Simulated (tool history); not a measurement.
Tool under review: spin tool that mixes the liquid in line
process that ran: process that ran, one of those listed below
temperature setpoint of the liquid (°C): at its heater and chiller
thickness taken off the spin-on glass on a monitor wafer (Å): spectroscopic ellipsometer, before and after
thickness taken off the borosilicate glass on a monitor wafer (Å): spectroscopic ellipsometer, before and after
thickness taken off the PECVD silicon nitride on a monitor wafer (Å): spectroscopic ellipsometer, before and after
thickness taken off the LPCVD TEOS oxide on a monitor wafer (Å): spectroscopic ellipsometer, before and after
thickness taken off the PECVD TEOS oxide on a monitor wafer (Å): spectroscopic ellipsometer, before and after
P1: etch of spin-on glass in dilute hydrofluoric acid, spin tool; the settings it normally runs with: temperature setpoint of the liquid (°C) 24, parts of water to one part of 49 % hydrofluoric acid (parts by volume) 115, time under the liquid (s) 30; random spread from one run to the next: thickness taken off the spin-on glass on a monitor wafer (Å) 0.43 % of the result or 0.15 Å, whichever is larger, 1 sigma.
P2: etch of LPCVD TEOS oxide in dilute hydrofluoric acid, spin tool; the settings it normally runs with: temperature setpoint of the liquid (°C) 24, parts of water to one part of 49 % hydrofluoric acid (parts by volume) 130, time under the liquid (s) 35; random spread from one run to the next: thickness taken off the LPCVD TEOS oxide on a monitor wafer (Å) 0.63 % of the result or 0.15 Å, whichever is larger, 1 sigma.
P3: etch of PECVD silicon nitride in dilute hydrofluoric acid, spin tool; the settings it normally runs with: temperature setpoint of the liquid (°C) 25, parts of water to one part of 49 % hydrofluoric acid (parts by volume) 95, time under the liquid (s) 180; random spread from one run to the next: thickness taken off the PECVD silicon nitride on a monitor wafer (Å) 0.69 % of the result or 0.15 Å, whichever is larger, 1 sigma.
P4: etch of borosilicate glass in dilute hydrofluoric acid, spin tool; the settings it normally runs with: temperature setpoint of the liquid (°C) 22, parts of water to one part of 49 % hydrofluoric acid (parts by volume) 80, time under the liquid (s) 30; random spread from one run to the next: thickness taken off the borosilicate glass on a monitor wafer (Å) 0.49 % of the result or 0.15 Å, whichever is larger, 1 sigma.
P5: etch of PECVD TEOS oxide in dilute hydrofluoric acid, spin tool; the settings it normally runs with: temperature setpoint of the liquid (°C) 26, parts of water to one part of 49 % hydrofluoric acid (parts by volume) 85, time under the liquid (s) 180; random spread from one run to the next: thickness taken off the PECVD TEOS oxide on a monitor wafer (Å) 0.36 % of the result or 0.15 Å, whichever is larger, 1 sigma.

run   hour  process that ran  temperature setpoint of the liquid (°C)  parts of water to one part of 49 % hydrofluoric acid (parts by volume)  time under the liquid (s)  hours since the thermometer was replaced  hours since the hydrofluoric acid flow meter was replaced  thickness taken off the spin-on glass on a monitor wafer (Å)  thickness taken off the borosilicate glass on a monitor wafer (Å)  thickness taken off the PECVD silicon nitride on a monitor wafer (Å)  thickness taken off the LPCVD TEOS oxide on a monitor wafer (Å)  thickness taken off the PECVD TEOS oxide on a monitor wafer (Å)
  1    6.2                P1                                       24                                                                     115                         30                                     233.5                                                      221.7                                                        82.595
  2   11.2                P4                                       22                                                                      80                         45                                     238.5                                                      226.7                                                                                                                           303.29
  3   15.5                P1                                       24                                                                     115                         30                                     242.8                                                        231                                                        81.323
  4   18.6                P3                                       25                                                                     170                        180                                     245.9                                                      234.1                                                                                                                                                                                                 19.196
  5     23                P2                                       24                                                                     130                         20                                     250.3                                                      238.5                                                                                                                                                                                                                                                                  25.446
  6   27.2                P2                                       24                                                                     230                         35                                     254.5                                                      242.7                                                                                                                                                                                                                                                                  22.376
  7   33.6                P1                                     31.5                                                                     115                         15                                     260.9                                                      249.1                                                        53.812
  8   38.6                P1                                       24                                                                     115                         30                                     265.9                                                      254.1                                                        81.257
  9   44.5                P3                                       25                                                                      95                        180                                     271.8                                                        260                                                                                                                                                                                                   33.7
 10   51.1                P5                                       34                                                                      85                        180                                     278.4                                                      266.6                                                                                                                                                                                                                                                                                                                                    433.3
 11   55.6                P4                                       22                                                                      80                         30                                     282.9                                                      271.1                                                                                                                           200.06
        57  -- thermometer replaced
 12     60                P1                                       24                                                                     165                         30                                       3.1                                                      275.5                                                        53.844
 13   65.9                P4                                       22                                                                      80                         30                                         9                                                      281.4                                                                                                                           198.53
 14   69.3                P3                                     29.5                                                                      95                        180                                      12.4                                                      284.8                                                                                                                                                                                                 45.048
 15   74.1                P1                                       24                                                                     115                         30                                      17.2                                                      289.6                                                        81.987
 16   77.9                P1                                       24                                                                     115                         15                                        21                                                      293.4                                                        40.415
 17   83.1                P5                                       26                                                                      85                        305                                      26.2                                                      298.6                                                                                                                                                                                                                                                                                                                                   547.12
 18   89.5                P1                                       24                                                                     115                         50                                      32.6                                                        305                                                        135.97
 19   93.3                P1                                     18.5                                                                     115                         15                                      36.4                                                      308.8                                                         32.67
 20   98.9                P1                                     28.5                                                                     115                         30                                        42                                                      314.4                                                        96.141
 21  104.3                P2                                     19.5                                                                     130                         35                                      47.4                                                      319.8                                                                                                                                                                                                                                                                   36.39
 22  108.5                P3                                       25                                                                      95                        180                                      51.6                                                        324                                                                                                                                                                                                 33.469
 23  114.7                P1                                       24                                                                     115                         30                                      57.8                                                      330.2                                                        81.713
 24  118.8                P2                                       24                                                                     130                         35                                      61.9                                                      334.3                                                                                                                                                                                                                                                                  44.171
 25  124.4                P1                                       24                                                                      20                         30                                      67.5                                                      339.9                                                        531.58
 26    128                P5                                       26                                                                      45                        180                                      71.1                                                      343.5                                                                                                                                                                                                                                                                                                                                   638.99
 27  133.2                P1                                       24                                                                     115                         30                                      76.3                                                      348.7                                                        81.196
 28  137.4                P4                                       22                                                                      30                         30                                      80.5                                                      352.9                                                                                                                           565.75
 29  142.4                P5                                       26                                                                      85                        180                                      85.5                                                      357.9                                                                                                                                                                                                                                                                                                                                   320.12
 30  149.1                P2                                       24                                                                     130                         35                                      92.2                                                      364.6                                                                                                                                                                                                                                                                  43.419
 31  155.6                P1                                       24                                                                     200                         55                                      98.7                                                      371.1                                                        77.989
 32    161                P3                                       25                                                                      95                         15                                     104.1                                                      376.5                                                                                                                                                                                                 2.8171
 33  164.5                P1                                       17                                                                     115                         30                                     107.6                                                        380                                                        61.631
 34  167.8                P4                                       28                                                                      80                         30                                     110.9                                                      383.3                                                                                                                           255.24
 35  170.7                P1                                       24                                                                     115                         30                                     113.8                                                      386.2                                                        81.437
 36  176.7                P1                                       24                                                                     115                         30                                     119.8                                                      392.2                                                        79.286
 37    182                P1                                       24                                                                     115                         30                                     125.1                                                      397.5                                                        78.657
 38  185.7                P1                                       24                                                                     115                         30                                     128.8                                                      401.2                                                        77.317
 39  192.5                P1                                       24                                                                     115                         30                                     135.6                                                        408                                                         76.39
 40    196                P1                                       24                                                                     115                         30                                     139.1                                                      411.5                                                        76.297
 41  201.5                P1                                       24                                                                     115                         30                                     144.6                                                        417                                                        75.912
 42  205.1                P1                                       24                                                                     115                         30                                     148.2                                                      420.6                                                        76.322
 43  210.6                P1                                       24                                                                     115                         30                                     153.7                                                      426.1                                                        75.426
 44  216.6                P1                                       24                                                                     115                         30                                     159.7                                                      432.1                                                        75.965

The output of P1 has drifted from where it used to be. Each of the 2 causes below, taken at the size shown beside it, accounts for the log equally well:
A: hydrofluoric acid flow below the setpoint (%) = 5.8
B: liquid colder than its thermometer reads (K) = 1.73
Onset of the creep was near hour 170.7.

Which of the 4 check runs listed below, each an average over 5 wafers with its results shown as question marks, gives clearly different results under the different listed causes?
check 1  222.6                P5                                     32.5                                                                      85                        260                                                                                                                                                                                                                                                                                                                                                                                                                                             ?
check 2  222.6                P2                                       20                                                                     130                         35                                                                                                                                                                                                                                                                                                                                                                            ?
check 3  222.6                P3                                       29                                                                      95                         60                                                                                                                                                                                                                                                                                                           ?
check 4  222.6                P4                                     25.5                                                                      80                         45                                                                                                                                                                                                                                     ?

What every check run would give for each of its results, assuming each possible cause in turn:
  check                                                                result    if A    if B
check 1       thickness taken off the PECVD TEOS oxide on a monitor wafer (Å)  554.96  556.59
check 2       thickness taken off the LPCVD TEOS oxide on a monitor wafer (Å)  35.074  35.001
check 3  thickness taken off the PECVD silicon nitride on a monitor wafer (Å)  13.725  13.047
check 4     thickness taken off the borosilicate glass on a monitor wafer (Å)  324.42  323.47
Separation of the two closest causes in each check, using whichever result separates them best: check 1 0.29 %; check 2 0.21 %; check 3 5.06 %; check 4 0.29 %
The other checks would show nearly matching results whichever cause is true, so check 3 is the only one that separates the causes.

Check 3 has now been run. It gave: thickness taken off the PECVD silicon nitride on a monitor wafer (Å) 13.11. Which of the candidate causes is it?

B is the cause: liquid colder than its thermometer reads (K).
